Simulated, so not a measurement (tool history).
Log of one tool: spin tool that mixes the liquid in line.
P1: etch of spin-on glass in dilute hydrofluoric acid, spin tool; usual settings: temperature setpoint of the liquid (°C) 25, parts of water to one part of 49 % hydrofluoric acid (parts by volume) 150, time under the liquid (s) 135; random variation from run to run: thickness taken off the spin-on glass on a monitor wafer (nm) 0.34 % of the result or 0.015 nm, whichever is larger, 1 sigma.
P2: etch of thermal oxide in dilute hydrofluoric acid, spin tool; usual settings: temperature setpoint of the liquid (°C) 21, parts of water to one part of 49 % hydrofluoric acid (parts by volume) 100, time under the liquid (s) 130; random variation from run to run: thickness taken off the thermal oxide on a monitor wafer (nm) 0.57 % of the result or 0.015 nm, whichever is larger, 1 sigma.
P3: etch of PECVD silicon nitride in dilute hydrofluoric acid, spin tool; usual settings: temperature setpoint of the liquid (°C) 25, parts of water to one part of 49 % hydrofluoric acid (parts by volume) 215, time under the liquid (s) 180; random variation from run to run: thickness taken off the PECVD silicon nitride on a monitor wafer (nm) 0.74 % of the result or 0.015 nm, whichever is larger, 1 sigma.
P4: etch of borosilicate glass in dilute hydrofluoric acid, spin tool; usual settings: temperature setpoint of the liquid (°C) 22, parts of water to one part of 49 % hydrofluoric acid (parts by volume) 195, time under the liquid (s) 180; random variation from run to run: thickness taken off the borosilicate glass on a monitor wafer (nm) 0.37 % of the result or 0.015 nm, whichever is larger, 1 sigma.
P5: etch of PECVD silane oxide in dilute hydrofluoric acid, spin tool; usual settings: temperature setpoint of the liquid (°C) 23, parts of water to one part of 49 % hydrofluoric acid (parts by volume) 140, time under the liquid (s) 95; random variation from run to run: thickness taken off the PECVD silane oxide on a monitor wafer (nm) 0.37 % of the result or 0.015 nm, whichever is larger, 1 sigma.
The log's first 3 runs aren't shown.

run	hour	process that ran	temperature setpoint of the liquid (°C)	parts of water to one part of 49 % hydrofluoric acid (parts by volume)	time under the liquid (s)	thickness taken off the spin-on glass on a monitor wafer (nm)	thickness taken off the PECVD silane oxide on a monitor wafer (nm)	thickness taken off the PECVD silicon nitride on a monitor wafer (nm)	thickness taken off the thermal oxide on a monitor wafer (nm)	thickness taken off the borosilicate glass on a monitor wafer (nm)
4	45.2	P1	31.5	150	135	36.552				
5	53.6	P3	25	215	45			0.96129		
6	60.8	P2	21	100	50				2.0781	
7	70.5	P1	18	150	135	21.86				
8	80.9	P4	22	55	180					96.589
9	88.4	P1	25	150	135	28.981				
10	96	P2	17	100	130				4.5803	
11	108	P4	22	195	180					23.394
12	122.7	P4	29	195	180					30.282
13	131.1	P4	22	195	315					41.038
14	139.5	P2	21	100	130				5.434	
15	147.8	P5	29.5	140	95		39.258			
16	156.5	P1	25	150	135	28.922				
17	169.7	P3	25	215	180			3.8291		
18	181.6	P2	21	20	130				29.633	
19	189.2	P1	25	210	135	19.234				

The next listed run, before its measurement:
20	201.1	P1	25	80	135	?				

Run 20 gave thickness taken off the spin-on glass on a monitor wafer (nm) 58.842.

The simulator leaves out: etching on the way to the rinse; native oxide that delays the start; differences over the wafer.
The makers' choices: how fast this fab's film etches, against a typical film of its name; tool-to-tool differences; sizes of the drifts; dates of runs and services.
